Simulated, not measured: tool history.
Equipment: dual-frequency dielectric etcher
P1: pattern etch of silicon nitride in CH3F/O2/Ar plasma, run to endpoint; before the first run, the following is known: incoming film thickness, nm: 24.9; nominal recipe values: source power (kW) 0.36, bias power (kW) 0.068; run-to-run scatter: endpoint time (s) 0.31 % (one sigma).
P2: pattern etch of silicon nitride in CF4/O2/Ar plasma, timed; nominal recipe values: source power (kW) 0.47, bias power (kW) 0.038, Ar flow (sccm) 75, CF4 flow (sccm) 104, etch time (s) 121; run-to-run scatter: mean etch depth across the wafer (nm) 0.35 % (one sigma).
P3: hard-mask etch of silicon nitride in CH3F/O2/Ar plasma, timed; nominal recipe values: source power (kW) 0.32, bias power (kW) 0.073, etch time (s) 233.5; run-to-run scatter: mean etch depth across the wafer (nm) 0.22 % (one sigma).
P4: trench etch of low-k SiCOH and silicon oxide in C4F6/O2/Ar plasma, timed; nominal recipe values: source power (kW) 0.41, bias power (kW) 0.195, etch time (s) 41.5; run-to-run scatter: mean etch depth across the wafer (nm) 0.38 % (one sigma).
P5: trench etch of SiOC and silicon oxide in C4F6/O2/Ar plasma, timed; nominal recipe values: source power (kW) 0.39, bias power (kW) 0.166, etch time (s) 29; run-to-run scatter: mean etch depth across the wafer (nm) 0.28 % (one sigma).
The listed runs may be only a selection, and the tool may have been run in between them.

| run | day | process that ran | source power (kW) | bias power (kW) | etch time (s) | Ar flow (sccm) | CF4 flow (sccm) | endpoint time (s) | mean etch depth across the wafer (nm) |
|---|---|---|---|---|---|---|---|---|---|
| 1 | 0.233 | P1 | 0.36 | 0.068 |  |  |  | 38.435 |  |
| 2 | 0.633 | P1 | 0.36 | 0.068 |  |  |  | 38.459 |  |
| 3 | 0.962 | P3 | 0.32 | 0.073 | 233.5 |  |  |  | 147.71 |
| 4 | 1.329 | P1 | 0.36 | 0.09 |  |  |  | 35.052 |  |
| 5 | 1.592 | P4 | 0.27 | 0.195 | 41.5 |  |  |  | 115.24 |
| 6 | 1.817 | P1 | 0.36 | 0.068 |  |  |  | 38.5 |  |
| 7 | 2.004 | P1 | 0.36 | 0.068 |  |  |  | 38.343 |  |
| 8 | 2.221 | P4 | 0.41 | 0.129 | 41.5 |  |  |  | 119.27 |
| 9 | 2.429 | P5 | 0.39 | 0.166 | 29 |  |  |  | 54.838 |
| 10 | 2.754 | P2 | 0.47 | 0.025 | 121 | 75 | 104 |  | 184.81 |
| 11 | 3.117 | P4 | 0.41 | 0.195 | 27.5 |  |  |  | 89.719 |
| 12 | 3.479 | P2 | 0.35 | 0.038 | 121 | 75 | 104 |  | 162.63 |
| 13 | 3.75 | P1 | 0.27 | 0.051 |  |  |  | 47.419 |  |
| 14 | 3.996 | P5 | 0.39 | 0.166 | 37 |  |  |  | 70.061 |
| 15 | 4.192 | P5 | 0.51 | 0.166 | 29 |  |  |  | 60.919 |
|  | 4.292 | bias power generator calibrated |
| 16 | 4.475 | P2 | 0.47 | 0.038 | 121 | 95 | 104 |  | 204.28 |
| 17 | 4.829 | P5 | 0.39 | 0.227 | 29 |  |  |  | 60.792 |
| 18 | 5.017 | P1 | 0.36 | 0.068 |  |  |  | 38.536 |  |
| 19 | 5.388 | P1 | 0.43 | 0.068 |  |  |  | 36.083 |  |
| 20 | 5.604 | P3 | 0.32 | 0.073 | 348 |  |  |  | 221.35 |
| 21 | 5.85 | P4 | 0.41 | 0.195 | 41.5 |  |  |  | 135 |
| 22 | 6.092 | P2 | 0.47 | 0.038 | 121 | 75 | 104 |  | 210.52 |
| 23 | 6.3 | P1 | 0.36 | 0.041 |  |  |  | 45.253 |  |
| 24 | 6.592 | P2 | 0.47 | 0.038 | 121 | 75 | 104 |  | 210.16 |
| 25 | 7.012 | P1 | 0.29 | 0.068 |  |  |  | 41.722 |  |
| 26 | 7.238 | P3 | 0.41 | 0.073 | 233.5 |  |  |  | 162.55 |
| 27 | 7.517 | P2 | 0.47 | 0.038 | 121 | 75 | 127 |  | 215.53 |
| 28 | 7.725 | P2 | 0.47 | 0.038 | 66.5 | 75 | 104 |  | 116.57 |
| 29 | 8.042 | P1 | 0.36 | 0.068 |  |  |  | 38.628 |  |
| 30 | 8.412 | P3 | 0.32 | 0.056 | 233.5 |  |  |  | 135.4 |
| 31 | 8.788 | P1 | 0.36 | 0.068 |  |  |  | 38.426 |  |
| 32 | 9.096 | P1 | 0.36 | 0.068 |  |  |  | 38.196 |  |
| 33 | 9.408 | P1 | 0.36 | 0.068 |  |  |  | 38.028 |  |
|  | 9.721 | wet clean of the chamber |
| 34 | 9.725 | P1 | 0.36 | 0.068 |  |  |  | 37.905 |  |
| 35 | 10.067 | P1 | 0.36 | 0.068 |  |  |  | 38.087 |  |
| 36 | 10.312 | P1 | 0.36 | 0.068 |  |  |  | 37.776 |  |
| 37 | 10.675 | P1 | 0.36 | 0.068 |  |  |  | 37.725 |  |

What P1 gives has crept away from where it was. These 2 causes fit the log equally well, each at the size given:
A: bias power that arrives over what is set, % = 4.63
B: source power that arrives over what is set, % = 4.17
At approximately day 8.788, the process output began to creep.
Other possible causes, and why each is ruled out:
chamber walls in a state that raises the etch rate, %: its service at day 9.721 followed the start of the drift and did not put the process back to its old value

4 check runs are offered, each on 2 wafers whose results are averaged, their results left as question marks. Which one tells the causes apart?
| check 1 | 11.038 | P2 | 0.47 | 0.038 | 121 | 75 | 104 |  | ? |
| check 2 | 11.038 | P3 | 0.32 | 0.073 | 233.5 |  |  |  | ? |
| check 3 | 11.038 | P4 | 0.41 | 0.195 | 41.5 |  |  |  | ? |
| check 4 | 11.038 | P5 | 0.39 | 0.166 | 29 |  |  |  | ? |

If the cause were each of the candidates in turn, the checks would give the following:
| check | result | if A | if B |
|---|---|---|---|
| check 1 | mean etch depth across the wafer (nm) | 213.98 | 218.44 |
| check 2 | mean etch depth across the wafer (nm) | 150.49 | 150.42 |
| check 3 | mean etch depth across the wafer (nm) | 137.07 | 137.25 |
| check 4 | mean etch depth across the wafer (nm) | 55.726 | 55.826 |
Separation of the two closest causes in each check, using whichever result separates them best: check 1 2.06 %; check 2 0.05 %; check 3 0.13 %; check 4 0.18 %
Check 1 distinguishes between the causes, while the remaining checks would return nearly the same result for all of them.

Running check 1 produced the following: mean etch depth across the wafer (nm) 213. Which one of the listed causes fits?

It was cause A: bias power that arrives over what is set, %.
